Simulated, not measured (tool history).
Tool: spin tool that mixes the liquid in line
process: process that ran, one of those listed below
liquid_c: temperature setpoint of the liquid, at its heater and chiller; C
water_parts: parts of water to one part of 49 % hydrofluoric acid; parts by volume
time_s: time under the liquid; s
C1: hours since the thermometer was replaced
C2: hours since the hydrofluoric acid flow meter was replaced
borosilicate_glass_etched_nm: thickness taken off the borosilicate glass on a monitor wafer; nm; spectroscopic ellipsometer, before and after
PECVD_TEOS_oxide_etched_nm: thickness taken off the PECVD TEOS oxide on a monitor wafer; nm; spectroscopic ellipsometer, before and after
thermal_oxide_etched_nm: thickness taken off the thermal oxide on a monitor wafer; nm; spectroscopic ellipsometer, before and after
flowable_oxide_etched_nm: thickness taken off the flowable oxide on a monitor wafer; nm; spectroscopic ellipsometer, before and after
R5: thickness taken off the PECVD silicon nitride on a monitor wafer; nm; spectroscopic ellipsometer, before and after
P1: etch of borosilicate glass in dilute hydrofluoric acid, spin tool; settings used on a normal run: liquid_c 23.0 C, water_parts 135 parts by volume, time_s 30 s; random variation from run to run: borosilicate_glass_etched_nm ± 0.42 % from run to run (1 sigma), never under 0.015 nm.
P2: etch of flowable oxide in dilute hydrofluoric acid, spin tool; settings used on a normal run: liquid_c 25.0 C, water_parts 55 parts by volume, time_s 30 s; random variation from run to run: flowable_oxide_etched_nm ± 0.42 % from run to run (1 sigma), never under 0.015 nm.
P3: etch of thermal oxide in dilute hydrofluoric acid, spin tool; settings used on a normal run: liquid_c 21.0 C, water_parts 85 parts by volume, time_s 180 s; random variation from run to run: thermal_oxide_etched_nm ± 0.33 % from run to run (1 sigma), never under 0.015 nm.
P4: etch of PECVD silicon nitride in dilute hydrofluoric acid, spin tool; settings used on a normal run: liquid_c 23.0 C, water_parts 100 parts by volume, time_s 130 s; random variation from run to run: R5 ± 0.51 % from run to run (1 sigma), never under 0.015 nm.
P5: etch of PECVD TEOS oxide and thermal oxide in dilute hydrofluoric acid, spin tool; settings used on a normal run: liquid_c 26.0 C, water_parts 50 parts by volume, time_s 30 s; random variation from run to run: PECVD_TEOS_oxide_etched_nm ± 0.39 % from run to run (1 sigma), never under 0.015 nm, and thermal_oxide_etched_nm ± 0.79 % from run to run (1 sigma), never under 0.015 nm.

{"run": 1, "day": 0.379, "process": "P1", "liquid_c": 23.0, "water_parts": 135, "time_s": 30, "C1": 1429.0, "C2": 129.6, "borosilicate_glass_etched_nm": 6.2323}
{"run": 2, "day": 0.742, "process": "P5", "liquid_c": 26.0, "water_parts": 50, "time_s": 15, "C1": 1437.7, "C2": 138.3, "PECVD_TEOS_oxide_etched_nm": 3.597, "thermal_oxide_etched_nm": 1.7164}
{"run": 3, "day": 1.071, "process": "P1", "liquid_c": 23.0, "water_parts": 135, "time_s": 45, "C1": 1445.6, "C2": 146.2, "borosilicate_glass_etched_nm": 9.266}
{"run": 4, "day": 1.592, "process": "P1", "liquid_c": 23.0, "water_parts": 240, "time_s": 30, "C1": 1458.1, "C2": 158.7, "borosilicate_glass_etched_nm": 3.1003}
{"run": 5, "day": 2.142, "process": "P1", "liquid_c": 28.5, "water_parts": 210, "time_s": 30, "C1": 1471.3, "C2": 171.9, "borosilicate_glass_etched_nm": 4.5206}
{"run": 6, "day": 2.7, "process": "P1", "liquid_c": 23.0, "water_parts": 135, "time_s": 30, "C1": 1484.7, "C2": 185.3, "borosilicate_glass_etched_nm": 6.245}
{"run": 7, "day": 3.1, "process": "P2", "liquid_c": 18.5, "water_parts": 55, "time_s": 30, "C1": 1494.3, "C2": 194.9, "flowable_oxide_etched_nm": 18.624}
{"run": 8, "day": 3.429, "process": "P1", "liquid_c": 23.0, "water_parts": 135, "time_s": 15, "C1": 1502.2, "C2": 202.8, "borosilicate_glass_etched_nm": 3.1076}
{"run": 9, "day": 3.733, "process": "P1", "liquid_c": 23.0, "water_parts": 80, "time_s": 30, "C1": 1509.5, "C2": 210.1, "borosilicate_glass_etched_nm": 11.226}
{"run": 10, "day": 4.05, "process": "P5", "liquid_c": 26.0, "water_parts": 70, "time_s": 30, "C1": 1517.1, "C2": 217.7, "PECVD_TEOS_oxide_etched_nm": 5.0116, "thermal_oxide_etched_nm": 2.3725}
{"run": 11, "day": 4.45, "process": "P4", "liquid_c": 28.5, "water_parts": 100, "time_s": 130, "C1": 1526.7, "C2": 227.3, "R5": 5.7104}
{"run": 12, "day": 4.95, "process": "P3", "liquid_c": 21.0, "water_parts": 85, "time_s": 355, "C1": 1538.7, "C2": 239.3, "thermal_oxide_etched_nm": 17.678}
{"run": 13, "day": 5.621, "process": "P4", "liquid_c": 23.0, "water_parts": 100, "time_s": 250, "C1": 1554.8, "C2": 255.4, "R5": 7.771}
{"run": 14, "day": 6.042, "process": "P1", "liquid_c": 19.0, "water_parts": 230, "time_s": 30, "C1": 1564.9, "C2": 265.5, "borosilicate_glass_etched_nm": 2.829}
{"run": 15, "day": 6.596, "process": "P4", "liquid_c": 23.0, "water_parts": 100, "time_s": 130, "C1": 1578.2, "C2": 278.8, "R5": 4.0541}
{"run": 16, "day": 6.962, "process": "P3", "liquid_c": 21.0, "water_parts": 85, "time_s": 180, "C1": 1587.0, "C2": 287.6, "thermal_oxide_etched_nm": 8.9718}
{"run": 17, "day": 7.396, "process": "P1", "liquid_c": 28.5, "water_parts": 135, "time_s": 30, "C1": 1597.4, "C2": 298.0, "borosilicate_glass_etched_nm": 7.5979}
{"run": 18, "day": 7.883, "process": "P1", "liquid_c": 17.0, "water_parts": 135, "time_s": 30, "C1": 1609.1, "C2": 309.7, "borosilicate_glass_etched_nm": 4.8794}
{"run": 19, "day": 8.533, "process": "P4", "liquid_c": 23.0, "water_parts": 100, "time_s": 130, "C1": 1624.7, "C2": 325.3, "R5": 4.0823}
{"run": 20, "day": 9.167, "process": "P1", "liquid_c": 23.0, "water_parts": 135, "time_s": 30, "C1": 1639.9, "C2": 340.5, "borosilicate_glass_etched_nm": 6.2272}
{"run": 21, "day": 9.562, "process": "P5", "liquid_c": 26.0, "water_parts": 50, "time_s": 30, "C1": 1649.4, "C2": 350.0, "PECVD_TEOS_oxide_etched_nm": 7.2636, "thermal_oxide_etched_nm": 3.3582}
{"run": 22, "day": 10.212, "process": "P3", "liquid_c": 17.0, "water_parts": 85, "time_s": 180, "C1": 1665.0, "C2": 365.6, "thermal_oxide_etched_nm": 7.5295}
{"run": 23, "day": 10.688, "process": "P1", "liquid_c": 23.0, "water_parts": 135, "time_s": 30, "C1": 1676.4, "C2": 377.0, "borosilicate_glass_etched_nm": 6.2002}
{"run": 24, "day": 11.192, "process": "P3", "liquid_c": 21.0, "water_parts": 45, "time_s": 180, "C1": 1688.5, "C2": 389.1, "thermal_oxide_etched_nm": 17.791}
{"run": 25, "day": 11.538, "process": "P5", "liquid_c": 29.5, "water_parts": 50, "time_s": 30, "C1": 1696.8, "C2": 397.4, "PECVD_TEOS_oxide_etched_nm": 8.3708, "thermal_oxide_etched_nm": 3.9097}
{"run": 26, "day": 11.925, "process": "P2", "liquid_c": 25.0, "water_parts": 55, "time_s": 50, "C1": 1706.1, "C2": 406.7, "flowable_oxide_etched_nm": 40.6}
{"run": 27, "day": 12.571, "process": "P1", "liquid_c": 23.0, "water_parts": 135, "time_s": 30, "C1": 1721.6, "C2": 422.2, "borosilicate_glass_etched_nm": 6.2465}
{"run": 28, "day": 13.233, "process": "P4", "liquid_c": 23.0, "water_parts": 145, "time_s": 130, "C1": 1737.5, "C2": 438.1, "R5": 2.8257}
{"run": 29, "day": 13.846, "process": "P5", "liquid_c": 26.0, "water_parts": 50, "time_s": 30, "C1": 1752.2, "C2": 452.8, "PECVD_TEOS_oxide_etched_nm": 7.2051, "thermal_oxide_etched_nm": 3.4675}
{"run": 30, "day": 14.433, "process": "P2", "liquid_c": 25.0, "water_parts": 55, "time_s": 30, "C1": 1766.3, "C2": 466.9, "flowable_oxide_etched_nm": 24.403}
{"run": 31, "day": 15.033, "process": "P2", "liquid_c": 25.0, "water_parts": 80, "time_s": 30, "C1": 1780.7, "C2": 481.3, "flowable_oxide_etched_nm": 16.155}
{"run": 32, "day": 15.675, "process": "P1", "liquid_c": 23.0, "water_parts": 135, "time_s": 30, "C1": 1796.1, "C2": 496.7, "borosilicate_glass_etched_nm": 6.2392}
{"run": 33, "day": 16.125, "process": "P1", "liquid_c": 23.0, "water_parts": 135, "time_s": 30, "C1": 1806.9, "C2": 507.5, "borosilicate_glass_etched_nm": 6.3501}
{"run": 34, "day": 16.629, "process": "P1", "liquid_c": 23.0, "water_parts": 135, "time_s": 30, "C1": 1819.0, "C2": 519.6, "borosilicate_glass_etched_nm": 6.4519}
{"run": 35, "day": 17.133, "process": "P1", "liquid_c": 23.0, "water_parts": 135, "time_s": 30, "C1": 1831.1, "C2": 531.7, "borosilicate_glass_etched_nm": 6.5404}
{"run": 36, "day": 17.579, "process": "P1", "liquid_c": 23.0, "water_parts": 135, "time_s": 30, "C1": 1841.8, "C2": 542.4, "borosilicate_glass_etched_nm": 6.5224}
{"run": 37, "day": 18.271, "process": "P1", "liquid_c": 23.0, "water_parts": 135, "time_s": 30, "C1": 1858.4, "C2": 559.0, "borosilicate_glass_etched_nm": 6.547}
{"run": 38, "day": 18.725, "process": "P1", "liquid_c": 23.0, "water_parts": 135, "time_s": 30, "C1": 1869.3, "C2": 569.9, "borosilicate_glass_etched_nm": 6.5549}
{"run": 39, "day": 19.262, "process": "P1", "liquid_c": 23.0, "water_parts": 135, "time_s": 30, "C1": 1882.2, "C2": 582.8, "borosilicate_glass_etched_nm": 6.6478}
{"run": 40, "day": 19.833, "process": "P1", "liquid_c": 23.0, "water_parts": 135, "time_s": 30, "C1": 1895.9, "C2": 596.5, "borosilicate_glass_etched_nm": 6.5715}

What P1 gives has crept away from where it was. These 2 causes fit the log equally well, each at the size given:
A: hydrofluoric acid flow above the setpoint (%) = 5.43
B: liquid hotter than its thermometer reads (K) = 1.58
Creep in the process output first set in at about day 15.675.

4 check runs are offered, one wafer each, their results left as question marks. Which one tells the causes apart?
{"run": "check 1", "day": 20.404, "process": "P4", "liquid_c": 23.0, "water_parts": 100, "time_s": 130, "R5": "?"}
{"run": "check 2", "day": 20.404, "process": "P5", "liquid_c": 26.0, "water_parts": 50, "time_s": 30, "PECVD_TEOS_oxide_etched_nm": "?", "thermal_oxide_etched_nm": "?"}
{"run": "check 3", "day": 20.404, "process": "P2", "liquid_c": 25.0, "water_parts": 55, "time_s": 30, "flowable_oxide_etched_nm": "?"}
{"run": "check 4", "day": 20.404, "process": "P3", "liquid_c": 21.0, "water_parts": 85, "time_s": 180, "thermal_oxide_etched_nm": "?"}

If the cause were each of the candidates in turn, the checks would give the following:
check=check_1 result=R5 if_A=4.2584 if_B=4.4869
check=check_2 result=PECVD_TEOS_oxide_etched_nm if_A=7.6811 if_B=7.7352
check=check_2 result=thermal_oxide_etched_nm if_A=3.6132 if_B=3.6387
check=check_3 result=flowable_oxide_etched_nm if_A=25.742 if_B=25.928
check=check_4 result=thermal_oxide_etched_nm if_A=9.4771 if_B=9.5387
Separation of the two closest causes in each check, using whichever result separates them best: check 1 5.23 %; check 2 0.7 %; check 3 0.72 %; check 4 0.65 %
Only in check 1 would the causes give clearly different results; in the remaining checks their results would be nearly the same.

Check 1 was then run and gave: R5 4.2929 nm. Which cause is it?

It is A: hydrofluoric acid flow above the setpoint (%).
